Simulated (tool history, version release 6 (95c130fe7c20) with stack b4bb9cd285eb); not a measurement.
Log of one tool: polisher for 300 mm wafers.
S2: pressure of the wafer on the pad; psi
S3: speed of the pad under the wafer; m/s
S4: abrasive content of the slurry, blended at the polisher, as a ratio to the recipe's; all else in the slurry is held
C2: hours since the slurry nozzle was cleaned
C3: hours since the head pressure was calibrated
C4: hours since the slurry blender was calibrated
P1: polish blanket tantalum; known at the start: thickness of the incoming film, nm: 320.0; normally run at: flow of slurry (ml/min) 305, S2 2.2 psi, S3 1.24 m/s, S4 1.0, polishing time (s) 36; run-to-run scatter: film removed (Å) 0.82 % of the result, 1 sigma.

{"run": 1, "hour": 5.2, "flow of slurry (ml/min)": 305, "S2": 2.2, "S3": 1.24, "S4": 1.0, "polishing time (s)": 36, "wafers polished on this pad": 199, "C2": 320.4, "C3": 130.3, "C4": 91.6, "film removed (Å)": 907.05}
{"run": 2, "hour": 13.5, "flow of slurry (ml/min)": 305, "S2": 1.2, "S3": 1.24, "S4": 1.0, "polishing time (s)": 36, "wafers polished on this pad": 285, "C2": 328.7, "C3": 138.6, "C4": 99.9, "film removed (Å)": 490.33}
{"run": 3, "hour": 19.1, "flow of slurry (ml/min)": 305, "S2": 2.2, "S3": 1.58, "S4": 1.0, "polishing time (s)": 36, "wafers polished on this pad": 343, "C2": 334.3, "C3": 144.2, "C4": 105.5, "film removed (Å)": 1159.9}
{"run": 4, "hour": 23.9, "flow of slurry (ml/min)": 305, "S2": 2.2, "S3": 0.68, "S4": 1.0, "polishing time (s)": 36, "wafers polished on this pad": 392, "C2": 339.1, "C3": 149.0, "C4": 110.3, "film removed (Å)": 497.45}
{"run": 5, "hour": 30.4, "flow of slurry (ml/min)": 305, "S2": 2.2, "S3": 1.24, "S4": 1.0, "polishing time (s)": 16, "wafers polished on this pad": 460, "C2": 345.6, "C3": 155.5, "C4": 116.8, "film removed (Å)": 400.62}
{"run": 6, "hour": 35.9, "flow of slurry (ml/min)": 305, "S2": 2.2, "S3": 1.24, "S4": 1.5, "polishing time (s)": 36, "wafers polished on this pad": 517, "C2": 351.1, "C3": 161.0, "C4": 122.3, "film removed (Å)": 1003.8}
{"run": 7, "hour": 41.8, "flow of slurry (ml/min)": 305, "S2": 2.2, "S3": 0.82, "S4": 1.0, "polishing time (s)": 45, "wafers polished on this pad": 578, "C2": 357.0, "C3": 166.9, "C4": 128.2, "film removed (Å)": 753.11}
{"run": 8, "hour": 47.1, "flow of slurry (ml/min)": 305, "S2": 3.3, "S3": 1.24, "S4": 1.0, "polishing time (s)": 36, "wafers polished on this pad": 633, "C2": 362.3, "C3": 172.2, "C4": 133.5, "film removed (Å)": 1366.1}
{"run": 9, "hour": 50.9, "flow of slurry (ml/min)": 305, "S2": 2.2, "S3": 0.72, "S4": 1.0, "polishing time (s)": 24, "wafers polished on this pad": 672, "C2": 366.1, "C3": 176.0, "C4": 137.3, "film removed (Å)": 352.86}
{"run": 10, "hour": 57.3, "flow of slurry (ml/min)": 305, "S2": 2.2, "S3": 1.24, "S4": 1.0, "polishing time (s)": 56, "wafers polished on this pad": 738, "C2": 372.5, "C3": 182.4, "C4": 143.7, "film removed (Å)": 1390.6}
{"run": 11, "hour": 65.3, "flow of slurry (ml/min)": 480, "S2": 2.2, "S3": 1.24, "S4": 1.0, "polishing time (s)": 36, "wafers polished on this pad": 821, "C2": 380.5, "C3": 190.4, "C4": 151.7, "film removed (Å)": 943.14}
{"run": 12, "hour": 70.6, "flow of slurry (ml/min)": 305, "S2": 2.2, "S3": 1.24, "S4": 1.0, "polishing time (s)": 36, "wafers polished on this pad": 876, "C2": 385.8, "C3": 195.7, "C4": 157.0, "film removed (Å)": 910.44}
{"run": 13, "hour": 75.9, "flow of slurry (ml/min)": 305, "S2": 2.2, "S3": 1.24, "S4": 1.0, "polishing time (s)": 36, "wafers polished on this pad": 931, "C2": 391.1, "C3": 201.0, "C4": 162.3, "film removed (Å)": 899.55}
{"run": 14, "hour": 81.6, "flow of slurry (ml/min)": 305, "S2": 2.2, "S3": 1.24, "S4": 1.0, "polishing time (s)": 36, "wafers polished on this pad": 990, "C2": 396.8, "C3": 206.7, "C4": 168.0, "film removed (Å)": 908.72}
{"run": 15, "hour": 86.6, "flow of slurry (ml/min)": 305, "S2": 2.2, "S3": 1.24, "S4": 1.0, "polishing time (s)": 36, "wafers polished on this pad": 1041, "C2": 401.8, "C3": 211.7, "C4": 173.0, "film removed (Å)": 900.85}
{"run": 16, "hour": 91.7, "flow of slurry (ml/min)": 305, "S2": 2.2, "S3": 1.24, "S4": 1.0, "polishing time (s)": 36, "wafers polished on this pad": 1094, "C2": 406.9, "C3": 216.8, "C4": 178.1, "film removed (Å)": 904.31}
{"run": 17, "hour": 96.1, "flow of slurry (ml/min)": 305, "S2": 2.2, "S3": 1.24, "S4": 0.7, "polishing time (s)": 36, "wafers polished on this pad": 1140, "C2": 411.3, "C3": 221.2, "C4": 182.5, "film removed (Å)": 804.96}
{"run": 18, "hour": 100.0, "flow of slurry (ml/min)": 185, "S2": 2.2, "S3": 1.24, "S4": 1.0, "polishing time (s)": 36, "wafers polished on this pad": 1180, "C2": 415.2, "C3": 225.1, "C4": 186.4, "film removed (Å)": 860.2}
{"run": 19, "hour": 105.0, "flow of slurry (ml/min)": 305, "S2": 1.7, "S3": 1.92, "S4": 1.0, "polishing time (s)": 36, "wafers polished on this pad": 1232, "C2": 420.2, "C3": 230.1, "C4": 191.4, "film removed (Å)": 1076.7}
{"run": 20, "hour": 113.0, "flow of slurry (ml/min)": 305, "S2": 2.2, "S3": 1.24, "S4": 1.0, "polishing time (s)": 36, "wafers polished on this pad": 1315, "C2": 428.2, "C3": 238.1, "C4": 199.4, "film removed (Å)": 902.22}
{"run": 21, "hour": 117.1, "flow of slurry (ml/min)": 305, "S2": 2.2, "S3": 1.24, "S4": 1.0, "polishing time (s)": 36, "wafers polished on this pad": 1357, "C2": 432.3, "C3": 242.2, "C4": 203.5, "film removed (Å)": 880.9}
{"run": 22, "hour": 120.8, "flow of slurry (ml/min)": 305, "S2": 2.2, "S3": 1.24, "S4": 1.0, "polishing time (s)": 36, "wafers polished on this pad": 1395, "C2": 436.0, "C3": 245.9, "C4": 207.2, "film removed (Å)": 858.51}
{"run": 23, "hour": 126.5, "flow of slurry (ml/min)": 305, "S2": 2.2, "S3": 1.24, "S4": 1.0, "polishing time (s)": 36, "wafers polished on this pad": 1454, "C2": 441.7, "C3": 251.6, "C4": 212.9, "film removed (Å)": 850.97}
{"run": 24, "hour": 130.8, "flow of slurry (ml/min)": 305, "S2": 2.2, "S3": 1.24, "S4": 1.0, "polishing time (s)": 36, "wafers polished on this pad": 1499, "C2": 446.0, "C3": 255.9, "C4": 217.2, "film removed (Å)": 842.34}
{"run": 25, "hour": 137.9, "flow of slurry (ml/min)": 305, "S2": 2.2, "S3": 1.24, "S4": 1.0, "polishing time (s)": 36, "wafers polished on this pad": 1572, "C2": 453.1, "C3": 263.0, "C4": 224.3, "film removed (Å)": 829.15}

The next listed run, before its measurement:
{"hour": 140.8, "done": "worn pad replaced by a new one"}
{"run": 26, "hour": 144.7, "flow of slurry (ml/min)": 305, "S2": 2.2, "S3": 1.24, "S4": 1.0, "polishing time (s)": 36, "wafers polished on this pad": 40, "C2": 459.9, "C3": 269.8, "C4": 231.1, "film removed (Å)": "?"}

{"run 26": {"film removed (Å)": 815.56}}
